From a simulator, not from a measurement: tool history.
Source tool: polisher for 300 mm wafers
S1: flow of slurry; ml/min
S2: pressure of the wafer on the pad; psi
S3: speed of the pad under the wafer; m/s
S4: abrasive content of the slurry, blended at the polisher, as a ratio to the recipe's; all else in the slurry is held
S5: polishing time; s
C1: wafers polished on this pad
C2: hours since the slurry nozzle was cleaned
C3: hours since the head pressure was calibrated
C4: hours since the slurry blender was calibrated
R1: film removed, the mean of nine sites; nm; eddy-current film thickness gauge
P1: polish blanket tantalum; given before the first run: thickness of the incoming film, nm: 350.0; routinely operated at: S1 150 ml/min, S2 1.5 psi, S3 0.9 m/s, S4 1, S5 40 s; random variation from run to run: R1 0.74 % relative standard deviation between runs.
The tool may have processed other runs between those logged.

| run | hour | S1 | S2 | S3 | S4 | S5 | C1 | C2 | C3 | C4 | R1 |
|---|---|---|---|---|---|---|---|---|---|---|---|
| 1 | 5 | 150 | 1.5 | 0.9 | 1 | 40 | 589 | 382.9 | 849.7 | 84.6 | 49.142 |
| 2 | 8.6 | 150 | 1.5 | 1.3 | 1 | 40 | 626 | 386.5 | 853.3 | 88.2 | 71.578 |
| 3 | 13.4 | 150 | 1.5 | 0.9 | 1 | 19 | 676 | 391.3 | 858.1 | 93 | 22.974 |
| 4 | 16.9 | 115 | 1.5 | 0.66 | 1 | 40 | 712 | 394.8 | 861.6 | 96.5 | 34.297 |
| 5 | 20.7 | 150 | 0.8 | 0.4 | 1 | 40 | 752 | 398.6 | 865.4 | 100.3 | 11.763 |
| 6 | 23.9 | 150 | 0.9 | 0.9 | 1 | 40 | 785 | 401.8 | 868.6 | 103.5 | 29.596 |
| 7 | 27.1 | 150 | 1.5 | 0.9 | 0.5 | 40 | 818 | 405 | 871.8 | 106.7 | 38.383 |
| 8 | 31.9 | 150 | 1.5 | 0.9 | 1 | 40 | 868 | 409.8 | 876.6 | 111.5 | 49.857 |
| 9 | 37.2 | 150 | 1.5 | 0.56 | 1 | 40 | 923 | 415.1 | 881.9 | 116.8 | 30.565 |
| 10 | 42.1 | 150 | 1.5 | 0.9 | 1 | 40 | 973 | 420 | 886.8 | 121.7 | 49.127 |
| 11 | 47.4 | 150 | 1.5 | 0.9 | 1 | 40 | 1028 | 425.3 | 892.1 | 127 | 48.825 |
| 12 | 53.1 | 230 | 1.5 | 0.9 | 1 | 40 | 1087 | 431 | 897.8 | 132.7 | 52.239 |
| 13 | 58 | 95 | 1.5 | 0.9 | 1 | 40 | 1138 | 435.9 | 902.7 | 137.6 | 44.21 |
| 14 | 62.2 | 150 | 1.5 | 0.9 | 1.4 | 40 | 1182 | 440.1 | 906.9 | 141.8 | 52.613 |
| 15 | 68 | 150 | 1.5 | 0.9 | 1 | 40 | 1242 | 445.9 | 912.7 | 147.6 | 49.117 |
| 16 | 71.3 | 150 | 1.5 | 0.9 | 1 | 40 | 1276 | 449.2 | 916 | 150.9 | 49.233 |
| 17 | 74.7 | 150 | 2.3 | 0.9 | 1 | 40 | 1311 | 452.6 | 919.4 | 154.3 | 76.39 |
| 18 | 79.5 | 150 | 1.5 | 0.9 | 1 | 63 | 1361 | 457.4 | 924.2 | 159.1 | 76.991 |
| 19 | 84.1 | 150 | 1 | 0.9 | 1 | 29 | 1409 | 462 | 928.8 | 163.7 | 23.965 |
| 20 | 86.9 | 150 | 1.5 | 0.9 | 1 | 40 | 1438 | 464.8 | 931.6 | 166.5 | 48.653 |
| 21 | 90.4 | 150 | 1.5 | 0.9 | 1 | 40 | 1474 | 468.3 | 935.1 | 170 | 47.521 |
| 22 | 95.9 | 150 | 1.5 | 0.9 | 1 | 40 | 1531 | 473.8 | 940.6 | 175.5 | 46.291 |
|  | 100.8 | worn pad replaced by a new one |
| 23 | 101.2 | 150 | 1.5 | 0.9 | 1 | 40 | 4 | 479.1 | 945.9 | 180.8 | 45.932 |
|  | 101.7 | slurry nozzle cleaned |
| 24 | 106.5 | 150 | 1.5 | 0.9 | 1 | 40 | 59 | 4.8 | 951.2 | 186.1 | 45.368 |
| 25 | 111.7 | 150 | 1.5 | 0.9 | 1 | 40 | 113 | 10 | 956.4 | 191.3 | 45.486 |
| 26 | 117.4 | 150 | 1.5 | 0.9 | 1 | 40 | 172 | 15.7 | 962.1 | 197 | 44.699 |

Expected results for the next run?
| 27 | 120.2 | 150 | 1.5 | 0.9 | 1 | 40 | 201 | 18.5 | 964.9 | 199.8 | ? |

Logged for run 27: R1 45.025 nm.
